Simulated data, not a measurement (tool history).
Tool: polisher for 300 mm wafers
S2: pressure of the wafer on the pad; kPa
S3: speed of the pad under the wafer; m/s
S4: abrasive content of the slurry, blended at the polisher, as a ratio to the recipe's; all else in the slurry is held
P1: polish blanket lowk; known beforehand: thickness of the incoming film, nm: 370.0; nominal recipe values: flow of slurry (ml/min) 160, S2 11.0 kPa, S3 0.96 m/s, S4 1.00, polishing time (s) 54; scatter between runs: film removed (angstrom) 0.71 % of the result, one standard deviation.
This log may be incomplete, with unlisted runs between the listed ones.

run 1 hour=7.7 | flow_of_slurry_(ml/min)=160 S2=11.0 S3=0.96 S4=1.00 polishing_time_(s)=54 | film_removed_(angstrom)=163.77
run 2 hour=13.8 | flow_of_slurry_(ml/min)=160 S2=11.0 S3=0.96 S4=1.00 polishing_time_(s)=54 | film_removed_(angstrom)=164.07
run 3 hour=19.3 | flow_of_slurry_(ml/min)=160 S2=11.0 S3=0.96 S4=0.55 polishing_time_(s)=54 | film_removed_(angstrom)=118.03
run 4 hour=26.1 | flow_of_slurry_(ml/min)=160 S2=11.0 S3=0.96 S4=1.00 polishing_time_(s)=54 | film_removed_(angstrom)=162.44
run 5 hour=32.8 | flow_of_slurry_(ml/min)=160 S2=5.5 S3=0.96 S4=1.00 polishing_time_(s)=54 | film_removed_(angstrom)=82.43
run 6 hour=44.3 | flow_of_slurry_(ml/min)=160 S2=11.0 S3=0.96 S4=1.00 polishing_time_(s)=54 | film_removed_(angstrom)=162.96
run 7 hour=51.8 | flow_of_slurry_(ml/min)=160 S2=11.0 S3=0.96 S4=1.00 polishing_time_(s)=24 | film_removed_(angstrom)=72.84
run 8 hour=59.7 | flow_of_slurry_(ml/min)=160 S2=11.0 S3=0.96 S4=1.00 polishing_time_(s)=54 | film_removed_(angstrom)=163.95
run 9 hour=68.6 | flow_of_slurry_(ml/min)=160 S2=11.0 S3=1.50 S4=1.00 polishing_time_(s)=54 | film_removed_(angstrom)=232.75
run 10 hour=80.1 | flow_of_slurry_(ml/min)=160 S2=11.0 S3=0.96 S4=1.00 polishing_time_(s)=54 | film_removed_(angstrom)=162.60
run 11 hour=86.9 | flow_of_slurry_(ml/min)=160 S2=11.0 S3=0.96 S4=1.00 polishing_time_(s)=54 | film_removed_(angstrom)=161.31
-- hour=93.9 head pressure recalibrated
run 12 hour=98.0 | flow_of_slurry_(ml/min)=160 S2=15.9 S3=0.96 S4=1.00 polishing_time_(s)=54 | film_removed_(angstrom)=232.92
run 13 hour=105.1 | flow_of_slurry_(ml/min)=95 S2=11.0 S3=0.96 S4=1.00 polishing_time_(s)=54 | film_removed_(angstrom)=145.05
run 14 hour=110.9 | flow_of_slurry_(ml/min)=160 S2=11.0 S3=0.58 S4=1.00 polishing_time_(s)=54 | film_removed_(angstrom)=107.96
run 15 hour=119.6 | flow_of_slurry_(ml/min)=160 S2=11.0 S3=0.96 S4=1.00 polishing_time_(s)=85 | film_removed_(angstrom)=254.65
run 16 hour=131.6 | flow_of_slurry_(ml/min)=160 S2=11.0 S3=0.96 S4=1.35 polishing_time_(s)=54 | film_removed_(angstrom)=183.43
run 17 hour=144.0 | flow_of_slurry_(ml/min)=235 S2=11.0 S3=0.96 S4=1.00 polishing_time_(s)=54 | film_removed_(angstrom)=173.21
run 18 hour=149.4 | flow_of_slurry_(ml/min)=160 S2=11.0 S3=1.44 S4=1.00 polishing_time_(s)=69 | film_removed_(angstrom)=289.48
run 19 hour=156.2 | flow_of_slurry_(ml/min)=160 S2=11.0 S3=0.96 S4=1.00 polishing_time_(s)=54 | film_removed_(angstrom)=161.35
run 20 hour=162.4 | flow_of_slurry_(ml/min)=160 S2=11.0 S3=0.96 S4=1.00 polishing_time_(s)=54 | film_removed_(angstrom)=157.27
run 21 hour=171.2 | flow_of_slurry_(ml/min)=160 S2=11.0 S3=0.96 S4=1.00 polishing_time_(s)=54 | film_removed_(angstrom)=151.52
run 22 hour=180.6 | flow_of_slurry_(ml/min)=160 S2=11.0 S3=0.96 S4=1.00 polishing_time_(s)=54 | film_removed_(angstrom)=145.93
-- hour=186.7 head pressure recalibrated
run 23 hour=187.9 | flow_of_slurry_(ml/min)=160 S2=11.0 S3=0.96 S4=1.00 polishing_time_(s)=54 | film_removed_(angstrom)=146.51
run 24 hour=194.6 | flow_of_slurry_(ml/min)=160 S2=11.0 S3=0.96 S4=1.00 polishing_time_(s)=54 | film_removed_(angstrom)=145.98
-- hour=199.8 conditioning disc replaced and pad reconditioned
run 25 hour=200.3 | flow_of_slurry_(ml/min)=160 S2=11.0 S3=0.96 S4=1.00 polishing_time_(s)=54 | film_removed_(angstrom)=143.86
-- hour=201.7 slurry nozzle cleaned
run 26 hour=209.8 | flow_of_slurry_(ml/min)=160 S2=11.0 S3=0.96 S4=1.00 polishing_time_(s)=54 | film_removed_(angstrom)=142.55
run 27 hour=219.9 | flow_of_slurry_(ml/min)=160 S2=11.0 S3=0.96 S4=1.00 polishing_time_(s)=54 | film_removed_(angstrom)=141.33

P1 has crept away from where it was. The log is fitted equally well by each of these 2 causes, at the sizes shown:
A: removal rate lost through wear of the pad, % = 12.2
B: abrasive missing from the slurry, % = 23.4
The gradual shift began around hour 156.2.
Excluded causes, each with its reason:
slurry flow missing at the pad, %: serviced at hour 201.7, after the change had begun; the process did not return to its earlier output
head's pressure below its setpoint, %: serviced at hour 186.7, after the change had begun; the process did not return to its earlier output
time polished since the conditioner stopped cutting, s: serviced at hour 199.8, after the change had begun; the process did not return to its earlier output

Consider the 4 check runs below, whose results appear as question marks and each of which averages 2 wafers. Which one distinguishes the causes, in that each cause would give it a clearly different result?
run check 1 hour=230.0 | flow_of_slurry_(ml/min)=160 S2=15.9 S3=0.96 S4=1.00 polishing_time_(s)=80 | film_removed_(angstrom)=?
run check 2 hour=230.0 | flow_of_slurry_(ml/min)=160 S2=11.0 S3=1.50 S4=1.00 polishing_time_(s)=24 | film_removed_(angstrom)=?
run check 3 hour=230.0 | flow_of_slurry_(ml/min)=115 S2=11.0 S3=0.96 S4=0.55 polishing_time_(s)=54 | film_removed_(angstrom)=?
run check 4 hour=230.0 | flow_of_slurry_(ml/min)=160 S2=11.0 S3=0.60 S4=1.00 polishing_time_(s)=82 | film_removed_(angstrom)=?

How each check would come out, cause by cause:
check=check_1 result=film_removed_(angstrom) if_A=304.300 if_B=304.320
check=check_2 result=film_removed_(angstrom) if_A=90.755 if_B=90.763
check=check_3 result=film_removed_(angstrom) if_A=97.859 if_B=94.133
check=check_4 result=film_removed_(angstrom) if_A=148.980 if_B=148.990
Per check, the gap between the least separated pair of causes, taken in the result that splits them most: check 1 0.01 %; check 2 0.01 %; check 3 3.88 %; check 4 0.01 %
Check 3 distinguishes between the causes, while the remaining checks would return nearly the same result for all of them.

Then check 3 was run and gave: film removed (angstrom) 97.915. Which cause is it?

Of the candidate causes, it is A: removal rate lost through wear of the pad, %.
